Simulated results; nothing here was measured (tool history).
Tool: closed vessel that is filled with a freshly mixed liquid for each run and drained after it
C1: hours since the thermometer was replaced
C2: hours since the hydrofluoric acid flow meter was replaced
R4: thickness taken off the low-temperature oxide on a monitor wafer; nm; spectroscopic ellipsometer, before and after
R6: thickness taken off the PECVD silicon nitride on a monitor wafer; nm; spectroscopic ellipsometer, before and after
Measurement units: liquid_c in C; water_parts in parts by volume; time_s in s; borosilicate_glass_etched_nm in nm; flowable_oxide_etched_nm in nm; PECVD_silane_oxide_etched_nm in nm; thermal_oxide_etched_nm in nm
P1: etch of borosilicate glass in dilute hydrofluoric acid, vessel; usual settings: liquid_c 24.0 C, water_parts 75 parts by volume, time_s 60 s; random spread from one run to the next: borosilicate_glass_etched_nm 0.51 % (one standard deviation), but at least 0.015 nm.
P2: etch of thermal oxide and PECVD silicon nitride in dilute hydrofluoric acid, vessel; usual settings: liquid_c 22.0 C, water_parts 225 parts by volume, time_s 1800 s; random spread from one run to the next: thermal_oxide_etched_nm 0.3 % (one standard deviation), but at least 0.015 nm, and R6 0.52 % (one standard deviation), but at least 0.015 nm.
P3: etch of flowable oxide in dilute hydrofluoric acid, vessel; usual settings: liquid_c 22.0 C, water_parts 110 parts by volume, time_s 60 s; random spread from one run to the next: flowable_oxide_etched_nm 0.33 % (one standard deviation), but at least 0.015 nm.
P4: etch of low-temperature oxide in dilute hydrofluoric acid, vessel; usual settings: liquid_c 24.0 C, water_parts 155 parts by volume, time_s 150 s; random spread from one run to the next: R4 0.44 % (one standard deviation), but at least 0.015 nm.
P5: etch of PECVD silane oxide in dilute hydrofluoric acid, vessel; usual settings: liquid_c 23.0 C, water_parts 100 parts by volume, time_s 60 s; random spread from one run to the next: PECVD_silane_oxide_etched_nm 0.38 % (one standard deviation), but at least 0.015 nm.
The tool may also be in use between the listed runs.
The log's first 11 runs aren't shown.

Run 12, hour 155.8: process P1, liquid_c 24.0 C, water_parts 75 parts by volume, time_s 60 s; C1 1362.1; C2 648.0. Result: borosilicate_glass_etched_nm 28.970 nm.
Run 13, hour 166.0: process P4, liquid_c 24.0 C, water_parts 155 parts by volume, time_s 80 s; C1 1372.3; C2 658.2. Result: R4 11.844 nm.
Run 14, hour 180.8: process P1, liquid_c 24.0 C, water_parts 75 parts by volume, time_s 30 s; C1 1387.1; C2 673.0. Result: borosilicate_glass_etched_nm 14.670 nm.
Run 15, hour 196.7: process P3, liquid_c 22.0 C, water_parts 110 parts by volume, time_s 60 s; C1 1403.0; C2 688.9. Result: flowable_oxide_etched_nm 16.016 nm.
Run 16, hour 207.6: process P5, liquid_c 23.0 C, water_parts 100 parts by volume, time_s 95 s; C1 1413.9; C2 699.8. Result: PECVD_silane_oxide_etched_nm 45.281 nm.
Run 17, hour 217.4: process P5, liquid_c 23.0 C, water_parts 160 parts by volume, time_s 60 s; C1 1423.7; C2 709.6. Result: PECVD_silane_oxide_etched_nm 16.702 nm.
Run 18, hour 228.0: process P1, liquid_c 18.0 C, water_parts 75 parts by volume, time_s 60 s; C1 1434.3; C2 720.2. Result: borosilicate_glass_etched_nm 22.797 nm.
Run 19, hour 238.7: process P1, liquid_c 24.0 C, water_parts 20 parts by volume, time_s 100 s; C1 1445.0; C2 730.9. Result: borosilicate_glass_etched_nm 193.690 nm.
Run 20, hour 246.3: process P4, liquid_c 24.0 C, water_parts 40 parts by volume, time_s 150 s; C1 1452.6; C2 738.5. Result: R4 99.357 nm.
Run 21, hour 261.3: process P4, liquid_c 24.0 C, water_parts 155 parts by volume, time_s 150 s; C1 1467.6; C2 753.5. Result: R4 22.482 nm.
Run 22, hour 272.5: process P2, liquid_c 22.0 C, water_parts 225 parts by volume, time_s 2775 s; C1 1478.8; C2 764.7. Result: thermal_oxide_etched_nm 49.273 nm, R6 24.224 nm.
Run 23, hour 285.4: process P3, liquid_c 22.0 C, water_parts 110 parts by volume, time_s 90 s; C1 1491.7; C2 777.6. Result: flowable_oxide_etched_nm 24.027 nm.
Run 24, hour 301.4: process P2, liquid_c 22.0 C, water_parts 225 parts by volume, time_s 1800 s; C1 1507.7; C2 793.6. Result: thermal_oxide_etched_nm 32.273 nm, R6 15.630 nm.
Run 25, hour 315.9: process P1, liquid_c 24.0 C, water_parts 75 parts by volume, time_s 60 s; C1 1522.2; C2 808.1. Result: borosilicate_glass_etched_nm 29.102 nm.
Run 26, hour 324.2: process P1, liquid_c 24.0 C, water_parts 75 parts by volume, time_s 60 s; C1 1530.5; C2 816.4. Result: borosilicate_glass_etched_nm 29.068 nm.
Run 27, hour 332.0: process P1, liquid_c 24.0 C, water_parts 25 parts by volume, time_s 60 s; C1 1538.3; C2 824.2. Result: borosilicate_glass_etched_nm 93.245 nm.
Run 28, hour 347.2: process P2, liquid_c 17.0 C, water_parts 225 parts by volume, time_s 1800 s; C1 1553.5; C2 839.4. Result: thermal_oxide_etched_nm 26.684 nm, R6 11.307 nm.
Run 29, hour 359.6: process P5, liquid_c 23.0 C, water_parts 100 parts by volume, time_s 60 s; C1 1565.9; C2 851.8. Result: PECVD_silane_oxide_etched_nm 28.690 nm.
Run 30, hour 367.7: process P1, liquid_c 24.0 C, water_parts 75 parts by volume, time_s 60 s; C1 1574.0; C2 859.9. Result: borosilicate_glass_etched_nm 29.179 nm.
Run 31, hour 375.7: process P1, liquid_c 24.0 C, water_parts 75 parts by volume, time_s 60 s; C1 1582.0; C2 867.9. Result: borosilicate_glass_etched_nm 29.922 nm.
Run 32, hour 390.6: process P1, liquid_c 24.0 C, water_parts 75 parts by volume, time_s 60 s; C1 1596.9; C2 882.8. Result: borosilicate_glass_etched_nm 30.815 nm.
Run 33, hour 406.6: process P1, liquid_c 24.0 C, water_parts 75 parts by volume, time_s 60 s; C1 1612.9; C2 898.8. Result: borosilicate_glass_etched_nm 31.192 nm.
Run 34, hour 418.8: process P1, liquid_c 24.0 C, water_parts 75 parts by volume, time_s 60 s; C1 1625.1; C2 911.0. Result: borosilicate_glass_etched_nm 31.510 nm.
Run 35, hour 432.5: process P1, liquid_c 24.0 C, water_parts 75 parts by volume, time_s 60 s; C1 1638.8; C2 924.7. Result: borosilicate_glass_etched_nm 31.606 nm.
Run 36, hour 444.9: process P1, liquid_c 24.0 C, water_parts 75 parts by volume, time_s 60 s; C1 1651.2; C2 937.1. Result: borosilicate_glass_etched_nm 31.593 nm.

What will run 37 give?
Run 37, hour 453.0: process P1, liquid_c 24.0 C, water_parts 75 parts by volume, time_s 60 s; C1 1659.3; C2 945.2. Result: borosilicate_glass_etched_nm ?.

{"run 37": {"borosilicate_glass_etched_nm": 31.828}}
